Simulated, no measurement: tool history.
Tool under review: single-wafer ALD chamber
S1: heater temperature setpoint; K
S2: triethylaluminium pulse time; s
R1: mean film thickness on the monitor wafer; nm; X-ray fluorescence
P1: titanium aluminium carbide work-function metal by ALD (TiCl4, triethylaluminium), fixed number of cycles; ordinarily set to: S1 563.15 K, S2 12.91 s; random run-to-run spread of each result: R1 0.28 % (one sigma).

run	hour	S1	S2	R1
1	12.3	563.15	12.91	1.9570
2	29.1	563.15	18.82	1.9834
3	39.5	580.15	7.89	1.9993
4	52.1	550.15	12.91	1.8438
5	61.6	563.15	12.91	1.9607
6	78.4	563.15	12.91	1.9649
7	93.2	563.15	12.91	1.9705
# hour 96.3: thermocouple changed; heater temperature recalibrated
8	109.7	577.15	6.44	1.8838
9	123.3	588.15	12.91	2.1843
10	135.4	563.15	5.47	1.6832

Predict the results of run 11:
# hour 149.3: triethylaluminium bottle replaced
11	152.9	546.15	18.49	?

Run 11 yielded R1 1.8347 nm.

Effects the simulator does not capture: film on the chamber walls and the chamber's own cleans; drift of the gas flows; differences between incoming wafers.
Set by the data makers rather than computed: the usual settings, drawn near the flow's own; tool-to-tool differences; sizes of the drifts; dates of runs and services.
